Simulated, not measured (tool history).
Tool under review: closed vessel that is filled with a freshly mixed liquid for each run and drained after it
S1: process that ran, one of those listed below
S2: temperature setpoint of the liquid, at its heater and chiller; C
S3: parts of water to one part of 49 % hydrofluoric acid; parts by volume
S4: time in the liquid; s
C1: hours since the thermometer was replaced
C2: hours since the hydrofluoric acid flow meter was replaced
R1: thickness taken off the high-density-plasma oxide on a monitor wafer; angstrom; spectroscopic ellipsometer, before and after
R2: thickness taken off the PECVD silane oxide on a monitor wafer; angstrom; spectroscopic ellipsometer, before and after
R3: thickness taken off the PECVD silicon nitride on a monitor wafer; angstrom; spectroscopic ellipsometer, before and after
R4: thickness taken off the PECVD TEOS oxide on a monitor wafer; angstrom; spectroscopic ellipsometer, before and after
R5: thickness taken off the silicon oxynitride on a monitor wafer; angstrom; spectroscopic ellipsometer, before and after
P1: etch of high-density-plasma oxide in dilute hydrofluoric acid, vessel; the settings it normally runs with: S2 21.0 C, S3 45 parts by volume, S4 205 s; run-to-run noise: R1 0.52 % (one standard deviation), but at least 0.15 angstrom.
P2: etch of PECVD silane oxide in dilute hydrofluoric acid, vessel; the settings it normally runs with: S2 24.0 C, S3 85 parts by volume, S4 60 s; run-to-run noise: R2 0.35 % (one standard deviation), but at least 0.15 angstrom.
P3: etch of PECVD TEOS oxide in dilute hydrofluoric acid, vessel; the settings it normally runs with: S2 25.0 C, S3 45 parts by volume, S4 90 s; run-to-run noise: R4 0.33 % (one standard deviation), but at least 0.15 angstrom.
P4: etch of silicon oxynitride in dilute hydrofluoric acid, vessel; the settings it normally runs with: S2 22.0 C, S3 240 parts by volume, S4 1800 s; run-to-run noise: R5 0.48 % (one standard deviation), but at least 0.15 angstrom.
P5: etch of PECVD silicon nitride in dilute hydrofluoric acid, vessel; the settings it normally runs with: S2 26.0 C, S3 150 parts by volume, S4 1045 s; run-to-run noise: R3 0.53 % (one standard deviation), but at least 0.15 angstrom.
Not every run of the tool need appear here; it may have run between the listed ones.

{"run": 1, "hour": 11.3, "S1": "P1", "S2": 21.0, "S3": 45, "S4": 205, "C1": 887.6, "C2": 323.6, "R1": 222.7}
{"run": 2, "hour": 26.8, "S1": "P2", "S2": 24.0, "S3": 85, "S4": 85, "C1": 903.1, "C2": 339.1, "R2": 324.75}
{"run": 3, "hour": 41.2, "S1": "P1", "S2": 17.0, "S3": 45, "S4": 205, "C1": 917.5, "C2": 353.5, "R1": 188.06}
{"run": 4, "hour": 52.0, "S1": "P5", "S2": 26.0, "S3": 60, "S4": 1045, "C1": 928.3, "C2": 364.3, "R3": 956.51}
{"run": 5, "hour": 61.2, "S1": "P1", "S2": 29.0, "S3": 45, "S4": 205, "C1": 937.5, "C2": 373.5, "R1": 309.62}
{"run": 6, "hour": 79.2, "S1": "P3", "S2": 25.0, "S3": 45, "S4": 90, "C1": 955.5, "C2": 391.5, "R4": 409.8}
{"run": 7, "hour": 98.2, "S1": "P2", "S2": 28.0, "S3": 85, "S4": 60, "C1": 974.5, "C2": 410.5, "R2": 268.86}
{"run": 8, "hour": 114.8, "S1": "P4", "S2": 22.0, "S3": 240, "S4": 1800, "C1": 991.1, "C2": 427.1, "R5": 144.03}
{"run": 9, "hour": 130.6, "S1": "P2", "S2": 24.0, "S3": 125, "S4": 60, "C1": 1006.9, "C2": 442.9, "R2": 148.29}
{"run": 10, "hour": 147.2, "S1": "P3", "S2": 25.0, "S3": 45, "S4": 35, "C1": 1023.5, "C2": 459.5, "R4": 159.85}
{"run": 11, "hour": 157.0, "S1": "P1", "S2": 21.0, "S3": 45, "S4": 205, "C1": 1033.3, "C2": 469.3, "R1": 224.35}
{"run": 12, "hour": 165.9, "S1": "P1", "S2": 21.0, "S3": 45, "S4": 205, "C1": 1042.2, "C2": 478.2, "R1": 224.38}
{"run": 13, "hour": 177.7, "S1": "P3", "S2": 31.5, "S3": 45, "S4": 90, "C1": 1054.0, "C2": 490.0, "R4": 531.77}
{"run": 14, "hour": 192.2, "S1": "P5", "S2": 26.0, "S3": 150, "S4": 1045, "C1": 1068.5, "C2": 504.5, "R3": 386.5}
{"run": 15, "hour": 205.5, "S1": "P2", "S2": 24.0, "S3": 85, "S4": 60, "C1": 1081.8, "C2": 517.8, "R2": 229.07}
{"run": 16, "hour": 224.4, "S1": "P3", "S2": 25.0, "S3": 20, "S4": 90, "C1": 1100.7, "C2": 536.7, "R4": 955.26}
{"run": 17, "hour": 234.0, "S1": "P5", "S2": 26.0, "S3": 150, "S4": 1750, "C1": 1110.3, "C2": 546.3, "R3": 643.32}
{"run": 18, "hour": 244.4, "S1": "P1", "S2": 21.0, "S3": 45, "S4": 205, "C1": 1120.7, "C2": 556.7, "R1": 223.84}
{"run": 19, "hour": 261.0, "S1": "P5", "S2": 22.5, "S3": 150, "S4": 1045, "C1": 1137.3, "C2": 573.3, "R3": 305.25}
{"run": 20, "hour": 273.4, "S1": "P1", "S2": 21.0, "S3": 45, "S4": 335, "C1": 1149.7, "C2": 585.7, "R1": 365.67}
{"run": 21, "hour": 287.6, "S1": "P1", "S2": 21.0, "S3": 70, "S4": 205, "C1": 1163.9, "C2": 599.9, "R1": 138.41}
{"run": 22, "hour": 304.2, "S1": "P1", "S2": 21.0, "S3": 45, "S4": 205, "C1": 1180.5, "C2": 616.5, "R1": 222.13}
{"run": 23, "hour": 321.3, "S1": "P1", "S2": 28.0, "S3": 45, "S4": 350, "C1": 1197.6, "C2": 633.6, "R1": 510.82}
{"run": 24, "hour": 330.5, "S1": "P1", "S2": 21.0, "S3": 45, "S4": 205, "C1": 1206.8, "C2": 642.8, "R1": 223.57}
{"run": 25, "hour": 346.1, "S1": "P4", "S2": 22.0, "S3": 240, "S4": 980, "C1": 1222.4, "C2": 658.4, "R5": 78.727}
{"run": 26, "hour": 357.8, "S1": "P1", "S2": 21.0, "S3": 45, "S4": 30, "C1": 1234.1, "C2": 670.1, "R1": 32.737}
{"run": 27, "hour": 374.1, "S1": "P1", "S2": 21.0, "S3": 45, "S4": 205, "C1": 1250.4, "C2": 686.4, "R1": 223.02}
{"run": 28, "hour": 392.9, "S1": "P1", "S2": 21.0, "S3": 20, "S4": 205, "C1": 1269.2, "C2": 705.2, "R1": 521.77}
{"run": 29, "hour": 411.5, "S1": "P4", "S2": 22.0, "S3": 50, "S4": 1800, "C1": 1287.8, "C2": 723.8, "R5": 800.97}
{"run": 30, "hour": 420.7, "S1": "P4", "S2": 29.0, "S3": 240, "S4": 1800, "C1": 1297.0, "C2": 733.0, "R5": 195.5}
{"run": 31, "hour": 434.3, "S1": "P3", "S2": 25.0, "S3": 45, "S4": 90, "C1": 1310.6, "C2": 746.6, "R4": 413.33}
{"run": 32, "hour": 451.4, "S1": "P1", "S2": 21.0, "S3": 45, "S4": 205, "C1": 1327.7, "C2": 763.7, "R1": 221.91}
{"run": 33, "hour": 460.1, "S1": "P1", "S2": 21.0, "S3": 45, "S4": 205, "C1": 1336.4, "C2": 772.4, "R1": 227.24}
{"run": 34, "hour": 475.8, "S1": "P1", "S2": 21.0, "S3": 45, "S4": 205, "C1": 1352.1, "C2": 788.1, "R1": 229.61}
{"run": 35, "hour": 484.2, "S1": "P1", "S2": 21.0, "S3": 45, "S4": 205, "C1": 1360.5, "C2": 796.5, "R1": 230.56}
{"run": 36, "hour": 501.5, "S1": "P1", "S2": 21.0, "S3": 45, "S4": 205, "C1": 1377.8, "C2": 813.8, "R1": 231.51}
{"run": 37, "hour": 512.9, "S1": "P1", "S2": 21.0, "S3": 45, "S4": 205, "C1": 1389.2, "C2": 825.2, "R1": 236.32}
{"run": 38, "hour": 522.8, "S1": "P1", "S2": 21.0, "S3": 45, "S4": 205, "C1": 1399.1, "C2": 835.1, "R1": 235.13}
{"run": 39, "hour": 539.2, "S1": "P1", "S2": 21.0, "S3": 45, "S4": 205, "C1": 1415.5, "C2": 851.5, "R1": 235.78}
{"run": 40, "hour": 555.9, "S1": "P1", "S2": 21.0, "S3": 45, "S4": 205, "C1": 1432.2, "C2": 868.2, "R1": 234.19}
{"run": 41, "hour": 569.7, "S1": "P1", "S2": 21.0, "S3": 45, "S4": 205, "C1": 1446.0, "C2": 882.0, "R1": 233.02}
{"run": 42, "hour": 586.7, "S1": "P1", "S2": 21.0, "S3": 45, "S4": 205, "C1": 1463.0, "C2": 899.0, "R1": 237.73}
{"run": 43, "hour": 604.3, "S1": "P1", "S2": 21.0, "S3": 45, "S4": 205, "C1": 1480.6, "C2": 916.6, "R1": 236.37}

Something has made what P1 gives creep away from where it was; the 2 causes below, each at its own stated size, fit the log equally well:
A: hydrofluoric acid flow above the setpoint (%) = 5.9
B: liquid hotter than its thermometer reads (K) = 1.44
The process output started creeping at around hour 451.4.

The 4 check runs listed below each average the results of 2 wafers, and their outcomes are marked with question marks. Under which run would the listed causes produce clearly different results?
{"run": "check 1", "hour": 621.9, "S1": "P5", "S2": 26.0, "S3": 150, "S4": 1045, "R3": "?"}
{"run": "check 2", "hour": 621.9, "S1": "P3", "S2": 25.0, "S3": 45, "S4": 90, "R4": "?"}
{"run": "check 3", "hour": 621.9, "S1": "P4", "S2": 22.0, "S3": 240, "S4": 1800, "R5": "?"}
{"run": "check 4", "hour": 621.9, "S1": "P2", "S2": 24.0, "S3": 85, "S4": 60, "R2": "?"}

What every check run would give for each of its results, assuming each possible cause in turn:
check=check_1 result=R3 if_A=408.34 if_B=422.26
check=check_2 result=R4 if_A=436.66 if_B=435.73
check=check_3 result=R5 if_A=153.840 if_B=153.430
check=check_4 result=R2 if_A=244.81 if_B=243.33
How far apart the two closest causes lie, in the result that separates them most: check 1 3.35 %; check 2 0.21 %; check 3 0.27 %; check 4 0.6 %
Check 1 tells the causes apart: in the others they would give nearly the same result.

Running check 1 produced the following: R3 423.47 angstrom. Which one of the listed causes fits?

It was cause B: liquid hotter than its thermometer reads (K).
